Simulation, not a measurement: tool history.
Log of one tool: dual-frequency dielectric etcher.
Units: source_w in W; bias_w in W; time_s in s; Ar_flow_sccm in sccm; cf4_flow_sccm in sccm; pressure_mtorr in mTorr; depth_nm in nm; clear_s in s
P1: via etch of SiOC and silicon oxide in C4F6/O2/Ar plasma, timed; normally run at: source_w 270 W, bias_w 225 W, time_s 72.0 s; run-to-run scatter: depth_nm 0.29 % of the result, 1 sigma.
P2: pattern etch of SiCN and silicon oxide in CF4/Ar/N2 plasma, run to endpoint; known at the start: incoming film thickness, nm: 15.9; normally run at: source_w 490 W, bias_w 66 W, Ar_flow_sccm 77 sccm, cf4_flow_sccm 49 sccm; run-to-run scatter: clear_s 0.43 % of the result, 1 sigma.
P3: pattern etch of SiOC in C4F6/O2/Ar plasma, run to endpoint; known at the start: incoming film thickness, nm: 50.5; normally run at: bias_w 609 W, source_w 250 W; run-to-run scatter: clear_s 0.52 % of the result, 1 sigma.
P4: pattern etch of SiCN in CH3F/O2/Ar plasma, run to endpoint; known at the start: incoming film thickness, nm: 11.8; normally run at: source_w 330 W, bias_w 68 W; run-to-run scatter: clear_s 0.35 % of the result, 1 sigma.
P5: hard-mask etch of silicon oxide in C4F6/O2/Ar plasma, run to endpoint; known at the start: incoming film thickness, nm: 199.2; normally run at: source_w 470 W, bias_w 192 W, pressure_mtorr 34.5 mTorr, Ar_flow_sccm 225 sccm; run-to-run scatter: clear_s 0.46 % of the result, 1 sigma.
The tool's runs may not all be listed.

run,hour,process,source_w,bias_w,time_s,Ar_flow_sccm,cf4_flow_sccm,pressure_mtorr,depth_nm,clear_s
1,12.7,P1,270,225,72.0,,,,75.378,
2,23.2,P2,490,66,,77,49,,,17.608
3,31.0,P4,230,68,,,,,,40.380
4,45.2,P1,270,225,90.0,,,,93.729,
5,57.6,P2,490,89,,77,49,,,15.937
6,65.5,P5,470,192,,225,,34.5,,55.447
7,75.5,P2,490,66,,61,49,,,16.998
8,83.2,P1,270,225,72.0,,,,75.606,
9,91.4,P2,600,66,,77,49,,,14.837
10,101.0,P1,270,225,39.5,,,,41.186,
11,112.3,P1,270,225,72.0,,,,75.503,
12,122.0,P1,330,225,72.0,,,,81.602,
13,134.6,P1,270,225,72.0,,,,75.851,
14,143.9,P2,490,66,,77,58,,,17.266
15,150.9,P3,250,801,,,,,,16.116
16,164.5,P3,250,609,,,,,,17.899
17,177.2,P5,470,272,,225,,34.5,,48.854
18,190.3,P5,470,192,,225,,46.5,,57.116
19,199.4,P4,330,47,,,,,,40.070
20,206.6,P1,270,225,72.0,,,,75.491,
21,220.2,P1,270,274,72.0,,,,80.809,
22,229.1,P4,330,68,,,,,,35.242
23,244.1,P1,270,302,86.5,,,,100.690,
24,251.7,P1,360,225,93.0,,,,109.270,
25,261.8,P4,330,68,,,,,,35.279
26,271.6,P3,330,609,,,,,,16.252
27,284.0,P1,270,225,72.0,,,,75.535,
# hour 288.8: source power generator calibrated
28,296.2,P5,470,192,,174,,34.5,,53.178
29,307.8,P5,470,192,,225,,34.5,,55.111
30,321.8,P1,270,138,72.0,,,,64.341,
31,331.4,P5,640,192,,225,,34.5,,48.929
32,345.9,P2,490,66,,77,49,,,17.722
33,354.0,P1,150,225,72.0,,,,60.336,
34,363.5,P1,270,225,72.0,,,,75.787,
35,370.0,P1,270,225,72.0,,,,74.929,
36,381.3,P1,270,225,72.0,,,,74.304,
37,393.8,P1,270,225,72.0,,,,74.368,
38,405.9,P1,270,225,72.0,,,,74.112,
39,414.9,P1,270,225,72.0,,,,74.227,
40,424.3,P1,270,225,72.0,,,,74.276,
# hour 430.9: wet clean of the chamber
41,438.8,P1,270,225,72.0,,,,74.132,
42,452.9,P1,270,225,72.0,,,,73.959,
43,465.2,P1,270,225,72.0,,,,74.156,

What P1 gives has crept away from where it was. These 2 causes fit the log equally well, each at the size given:
A: bias power that arrives under what is set, % = 4.74
B: source power that arrives under what is set, % = 4.3
The creep began at about hour 363.5.
Why every other cause is out:
chamber walls in a state that lowers the etch rate, %: serviced at hour 430.9, which brought nothing back

4 check runs are offered, each on 2 wafers whose results are averaged, their results left as question marks. Which one tells the causes apart?
check 1,477.5,P5,470,192,,225,,34.5,,?
check 2,477.5,P3,250,609,,,,,,?
check 3,477.5,P4,330,68,,,,,,?
check 4,477.5,P2,490,66,,77,49,,,?

What each check would give under each cause:
check,result,if A,if B
check 1,clear_s,55.946,56.048
check 2,clear_s,18.384,18.329
check 3,clear_s,35.893,35.871
check 4,clear_s,18.011,18.424
How far apart the two closest causes lie, in the result that separates them most: check 1 0.18 %; check 2 0.3 %; check 3 0.06 %; check 4 2.27 %
Only check 4 tells the causes apart: in the others they would give nearly the same result.

Then check 4 was run and gave: clear_s 18.031 s. Which cause is it?

It is A: bias power that arrives under what is set, %.
